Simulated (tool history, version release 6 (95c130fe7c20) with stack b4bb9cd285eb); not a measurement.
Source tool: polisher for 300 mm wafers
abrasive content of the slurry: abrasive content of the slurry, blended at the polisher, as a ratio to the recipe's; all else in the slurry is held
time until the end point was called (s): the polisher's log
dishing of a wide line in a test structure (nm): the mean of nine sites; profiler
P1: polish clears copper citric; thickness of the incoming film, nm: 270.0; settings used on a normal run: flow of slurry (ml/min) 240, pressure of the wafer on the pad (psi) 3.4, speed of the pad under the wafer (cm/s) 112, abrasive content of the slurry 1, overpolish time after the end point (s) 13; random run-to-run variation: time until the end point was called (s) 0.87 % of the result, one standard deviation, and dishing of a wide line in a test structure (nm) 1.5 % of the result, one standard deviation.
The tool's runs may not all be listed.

| run | hour | flow of slurry (ml/min) | pressure of the wafer on the pad (psi) | speed of the pad under the wafer (cm/s) | abrasive content of the slurry | overpolish time after the end point (s) | time until the end point was called (s) | dishing of a wide line in a test structure (nm) |
|---|---|---|---|---|---|---|---|---|
| 1 | 3.7 | 240 | 3.4 | 112 | 1 | 13 | 99.818 | 22.066 |
| 2 | 8 | 335 | 3.4 | 112 | 1 | 13 | 96.455 | 21.957 |
| 3 | 14 | 240 | 3.4 | 112 | 1 | 4 | 99.377 | 7.9509 |
| 4 | 21.4 | 240 | 3.4 | 54 | 0.55 | 13 | 231.35 | 10.861 |
| 5 | 26.3 | 240 | 3.4 | 112 | 1 | 13 | 100.6 | 21.813 |
| 6 | 31.3 | 240 | 4.7 | 112 | 1 | 13 | 72.231 | 27.24 |
| 7 | 38.6 | 240 | 3.4 | 62 | 1 | 13 | 178.73 | 13.384 |
| 8 | 46.7 | 240 | 1.9 | 112 | 1 | 13 | 174.74 | 13.831 |
| 9 | 54.4 | 320 | 3.4 | 164 | 1 | 13 | 67.123 | 28.085 |
| 10 | 61.2 | 145 | 3.4 | 112 | 1 | 13 | 107.76 | 20.406 |
| 11 | 69.1 | 240 | 3.4 | 176 | 1 | 13 | 64.84 | 29.575 |
| 12 | 75.6 | 240 | 5 | 112 | 0.7 | 13 | 74.459 | 27.407 |
|  | 77.8 | head pressure recalibrated |
| 13 | 83 | 240 | 3.4 | 112 | 0.5 | 13 | 117.27 | 19.153 |
| 14 | 90.1 | 240 | 3.4 | 112 | 1 | 13 | 100.93 | 22.165 |
| 15 | 94.5 | 240 | 3.4 | 112 | 1.4 | 13 | 95.637 | 22.754 |
| 16 | 98.2 | 240 | 3.4 | 112 | 1 | 19 | 98.824 | 28.13 |
| 17 | 106.2 | 240 | 3.4 | 112 | 1 | 13 | 98.197 | 21.56 |
| 18 | 113.3 | 240 | 3.4 | 112 | 1 | 13 | 99.632 | 21.416 |
| 19 | 117.5 | 240 | 3.4 | 112 | 1 | 13 | 102.49 | 21.501 |
| 20 | 124.4 | 240 | 3.4 | 112 | 1 | 13 | 104.01 | 21.378 |
| 21 | 130.7 | 240 | 3.4 | 112 | 1 | 13 | 105.57 | 20.737 |
| 22 | 137.3 | 240 | 3.4 | 112 | 1 | 13 | 104.18 | 21.019 |
|  | 139 | head pressure recalibrated |
|  | 145.1 | worn pad replaced by a new one |
| 23 | 145.1 | 240 | 3.4 | 112 | 1 | 13 | 105.03 | 21.389 |

Forecast run 24:
| 24 | 149.1 | 240 | 3.4 | 112 | 1 | 13 | ? | ? |

{"run 24": {"time until the end point was called (s)": 104.7, "dishing of a wide line in a test structure (nm)": 21.139}}

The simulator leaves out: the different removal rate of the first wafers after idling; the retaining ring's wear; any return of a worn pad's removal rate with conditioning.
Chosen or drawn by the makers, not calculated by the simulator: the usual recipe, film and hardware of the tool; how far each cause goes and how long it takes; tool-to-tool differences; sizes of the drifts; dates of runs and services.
